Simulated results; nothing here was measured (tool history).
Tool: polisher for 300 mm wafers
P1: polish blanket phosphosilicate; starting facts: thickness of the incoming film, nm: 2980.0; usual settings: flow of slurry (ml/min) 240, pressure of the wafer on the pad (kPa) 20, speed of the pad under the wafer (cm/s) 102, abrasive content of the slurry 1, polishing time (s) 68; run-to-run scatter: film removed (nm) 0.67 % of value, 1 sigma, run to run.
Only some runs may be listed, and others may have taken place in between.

run,day,flow of slurry (ml/min),pressure of the wafer on the pad (kPa),speed of the pad under the wafer (cm/s),abrasive content of the slurry,polishing time (s),film removed (nm)
1,0.304,240,20,102,1,68,488.71
2,0.542,240,20,102,0.8,102,656.71
3,0.846,240,11.7,102,1,68,286.63
4,1.104,240,20,102,1,107,763.98
5,1.342,240,20,152,1,68,671.71
6,1.475,240,20,102,1,68,488.32
7,1.621,240,20,102,1.4,68,559.27
8,1.808,240,20,102,1,68,488.32
9,2.021,240,20,102,1,68,489.97
10,2.267,240,20,102,0.5,68,334.9
11,2.442,350,20,102,1,68,499.03
12,2.738,240,20,56,1,68,300.25
13,2.917,240,20,102,1,68,492.05
14,3.054,240,20,102,1,68,487.18
15,3.204,145,20,102,1,68,453.51
# day 3.338: slurry blender recalibrated
16,3.454,240,20,102,1,41,298.04
17,3.625,240,31,102,1,68,763.83
18,3.896,240,20,102,1,68,488.25
19,4.088,240,20,102,1,68,476.71
20,4.392,240,20,102,1,68,461.53
21,4.533,240,20,102,1,68,462.48
22,4.704,240,20,102,1,68,457.46
23,4.85,240,20,102,1,68,458.34
# day 4.942: conditioning disc replaced and pad reconditioned
# day 5.029: worn pad replaced by a new one
24,5.096,240,20,102,1,68,450.39
25,5.404,240,20,102,1,68,451.14
# day 5.45: slurry nozzle cleaned
26,5.688,240,20,102,1,68,451.7
27,5.929,240,20,102,1,68,454.19
28,6.067,240,20,102,1,68,444.82

What P1 gives has crept away from where it was. These 2 causes fit the log equally well, each at the size given:
A: abrasive missing from the slurry, % = 16.2
B: head's pressure below its setpoint, % = 8.09
The gradual shift began around day 3.896.
Every other cause this tool's parts could produce, and why it does not fit the log:
removal rate lost through wear of the pad, %: serviced after onset, at day 5.029, with no recovery of the prior output
slurry flow missing at the pad, %: serviced after onset, at day 5.45, with no recovery of the prior output
time polished since the conditioner stopped cutting, s: serviced after onset, at day 4.942, with no recovery of the prior output

Consider the 4 check runs below, whose results appear as question marks and each of which averages 5 wafers. Which one distinguishes the causes, in that each cause would give it a clearly different result?
check 1,6.204,295,20,102,1,68,?
check 2,6.204,145,20,102,1,106,?
check 3,6.204,240,20,138,0.55,68,?
check 4,6.204,145,20,148,1,68,?

If the cause were each of the candidates in turn, the checks would give the following:
check,result,if A,if B
check 1,film removed (nm),458.4,458.34
check 2,film removed (nm),651.2,651.11
check 3,film removed (nm),406.07,416.68
check 4,film removed (nm),562.66,562.59
Smallest distance between any two causes, each pair judged by its most separating result, in per cent: check 1 0.01 %; check 2 0.01 %; check 3 2.58 %; check 4 0.01 %
Of the check runs offered, only check 3 discriminates between the causes; the rest would read about the same regardless of which cause applies.

With check 3 done, the readings were: film removed (nm) 415.04. Identify which of the listed causes applies.

The correct cause is B, namely: head's pressure below its setpoint, %.
